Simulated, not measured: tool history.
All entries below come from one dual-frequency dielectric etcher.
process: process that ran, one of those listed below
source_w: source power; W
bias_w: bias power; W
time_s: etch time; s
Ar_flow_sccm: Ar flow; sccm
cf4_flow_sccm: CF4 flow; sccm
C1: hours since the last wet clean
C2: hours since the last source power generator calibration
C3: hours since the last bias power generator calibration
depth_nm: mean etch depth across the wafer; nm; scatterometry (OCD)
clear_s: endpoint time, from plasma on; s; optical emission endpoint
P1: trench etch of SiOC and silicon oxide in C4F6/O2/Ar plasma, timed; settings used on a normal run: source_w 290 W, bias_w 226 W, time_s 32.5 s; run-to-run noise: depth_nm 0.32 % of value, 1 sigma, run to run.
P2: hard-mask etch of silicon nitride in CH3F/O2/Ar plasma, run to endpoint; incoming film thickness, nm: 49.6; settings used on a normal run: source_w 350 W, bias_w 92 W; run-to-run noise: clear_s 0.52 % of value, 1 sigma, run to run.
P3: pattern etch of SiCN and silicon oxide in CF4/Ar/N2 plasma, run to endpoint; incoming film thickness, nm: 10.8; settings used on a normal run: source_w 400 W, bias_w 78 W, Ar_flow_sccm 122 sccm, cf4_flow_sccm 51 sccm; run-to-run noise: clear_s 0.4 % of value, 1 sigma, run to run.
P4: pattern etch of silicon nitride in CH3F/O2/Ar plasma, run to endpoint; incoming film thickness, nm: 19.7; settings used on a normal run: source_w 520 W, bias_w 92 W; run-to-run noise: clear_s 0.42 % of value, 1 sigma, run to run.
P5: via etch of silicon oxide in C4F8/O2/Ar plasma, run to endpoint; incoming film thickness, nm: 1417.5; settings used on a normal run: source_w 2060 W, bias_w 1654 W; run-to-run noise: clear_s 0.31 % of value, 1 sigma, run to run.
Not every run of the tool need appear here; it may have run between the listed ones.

Run 1, hour 5.2: process P1, source_w 290 W, bias_w 226 W, time_s 32.5 s; C1 474.3; C2 796.3; C3 2440.9. Result: depth_nm 62.115 nm.
Run 2, hour 10.8: process P3, source_w 400 W, bias_w 78 W, Ar_flow_sccm 122 sccm, cf4_flow_sccm 51 sccm; C1 479.9; C2 801.9; C3 2446.5. Result: clear_s 14.741 s.
Run 3, hour 19.0: process P3, source_w 400 W, bias_w 55 W, Ar_flow_sccm 122 sccm, cf4_flow_sccm 51 sccm; C1 488.1; C2 810.1; C3 2454.7. Result: clear_s 16.709 s.
Run 4, hour 23.4: process P1, source_w 290 W, bias_w 226 W, time_s 32.5 s; C1 492.5; C2 814.5; C3 2459.1. Result: depth_nm 62.292 nm.
Run 5, hour 32.4: process P1, source_w 290 W, bias_w 226 W, time_s 32.5 s; C1 501.5; C2 823.5; C3 2468.1. Result: depth_nm 62.494 nm.
Run 6, hour 40.6: process P3, source_w 280 W, bias_w 78 W, Ar_flow_sccm 122 sccm, cf4_flow_sccm 51 sccm; C1 509.7; C2 831.7; C3 2476.3. Result: clear_s 20.165 s.
Run 7, hour 46.3: process P1, source_w 290 W, bias_w 226 W, time_s 21.5 s; C1 515.4; C2 837.4; C3 2482.0. Result: depth_nm 41.064 nm.
Run 8, hour 54.7: process P2, source_w 490 W, bias_w 92 W; C1 523.8; C2 845.8; C3 2490.4. Result: clear_s 60.015 s.
Run 9, hour 61.4: process P5, source_w 2060 W, bias_w 1654 W; C1 530.5; C2 852.5; C3 2497.1. Result: clear_s 297.850 s.
Run 10, hour 70.4: process P2, source_w 350 W, bias_w 92 W; C1 539.5; C2 861.5; C3 2506.1. Result: clear_s 68.282 s.
Run 11, hour 79.0: process P3, source_w 400 W, bias_w 78 W, Ar_flow_sccm 87 sccm, cf4_flow_sccm 51 sccm; C1 548.1; C2 870.1; C3 2514.7. Result: clear_s 14.003 s.
Run 12, hour 85.9: process P5, source_w 2060 W, bias_w 2140 W; C1 555.0; C2 877.0; C3 2521.6. Result: clear_s 277.790 s.
Run 13, hour 94.1: process P1, source_w 290 W, bias_w 303 W, time_s 25.0 s; C1 563.2; C2 885.2; C3 2529.8. Result: depth_nm 53.040 nm.
Run 14, hour 99.3: process P1, source_w 290 W, bias_w 226 W, time_s 32.5 s; C1 568.4; C2 890.4; C3 2535.0. Result: depth_nm 62.215 nm.
Run 15, hour 108.5: process P1, source_w 290 W, bias_w 288 W, time_s 32.5 s; C1 577.6; C2 899.6; C3 2544.2. Result: depth_nm 67.570 nm.
Run 16, hour 116.6: process P4, source_w 520 W, bias_w 65 W; C1 585.7; C2 907.7; C3 2552.3. Result: clear_s 27.275 s.
Run 17, hour 122.2: process P2, source_w 350 W, bias_w 66 W; C1 591.3; C2 913.3; C3 2557.9. Result: clear_s 76.456 s.
Run 18, hour 130.1: process P1, source_w 290 W, bias_w 149 W, time_s 32.5 s; C1 599.2; C2 921.2; C3 2565.8. Result: depth_nm 54.595 nm.
Run 19, hour 136.3: process P4, source_w 390 W, bias_w 92 W; C1 605.4; C2 927.4; C3 2572.0. Result: clear_s 27.085 s.
Run 20, hour 143.9: process P1, source_w 380 W, bias_w 226 W, time_s 32.5 s; C1 613.0; C2 935.0; C3 2579.6. Result: depth_nm 69.159 nm.
Run 21, hour 149.9: process P1, source_w 290 W, bias_w 226 W, time_s 32.5 s; C1 619.0; C2 941.0; C3 2585.6. Result: depth_nm 62.526 nm.
Run 22, hour 154.4: process P1, source_w 190 W, bias_w 226 W, time_s 32.5 s; C1 623.5; C2 945.5; C3 2590.1. Result: depth_nm 53.288 nm.

Run 23 comes next. What will it give?
Run 23, hour 160.6: process P5, source_w 2770 W, bias_w 1654 W; C1 629.7; C2 951.7; C3 2596.3. Result: clear_s ?.

For run 23 the tool returned clear_s 265.500 s.

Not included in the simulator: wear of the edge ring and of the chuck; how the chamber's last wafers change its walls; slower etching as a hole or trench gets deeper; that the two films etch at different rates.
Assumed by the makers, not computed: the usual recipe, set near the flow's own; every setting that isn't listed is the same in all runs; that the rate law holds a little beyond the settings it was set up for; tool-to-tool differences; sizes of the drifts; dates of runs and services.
